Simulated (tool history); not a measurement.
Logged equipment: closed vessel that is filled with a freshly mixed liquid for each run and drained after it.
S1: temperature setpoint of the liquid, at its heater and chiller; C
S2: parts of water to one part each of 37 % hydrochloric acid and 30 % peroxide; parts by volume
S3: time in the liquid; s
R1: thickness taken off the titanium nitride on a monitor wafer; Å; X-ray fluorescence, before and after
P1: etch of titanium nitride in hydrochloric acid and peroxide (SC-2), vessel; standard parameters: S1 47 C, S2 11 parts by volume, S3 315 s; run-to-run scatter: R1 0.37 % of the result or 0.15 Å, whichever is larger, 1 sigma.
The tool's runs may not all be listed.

run	hour	S1	S2	S3	R1
1	15.2	47	11	315	58.371
2	28.3	47	11	580	107.36
3	41.4	47	18.5	315	37.014
4	53	47	11	40	7.5023
5	67.2	47	11	315	58.472
6	81.4	35	11	315	25.197
7	89.9	47	11	315	58.448
8	105.8	56	4	315	228.26
# hour 116.3: thermometer replaced
9	118.5	47	11	315	58.311
10	130.7	47	16.5	130	17.11
11	142.3	47	11	315	58.403
12	151.3	61	11	315	144.25
13	167.1	47	11	315	58.218
14	182.7	47	4	315	126.23
15	194.9	47	11	315	58.484
16	205.3	47	11	315	59.487
17	220.3	47	11	315	61.193

Estimate the outcome of run 18 from the log above:
18	235	47	11	315	?

{"run 18": {"R1": 61.461}}
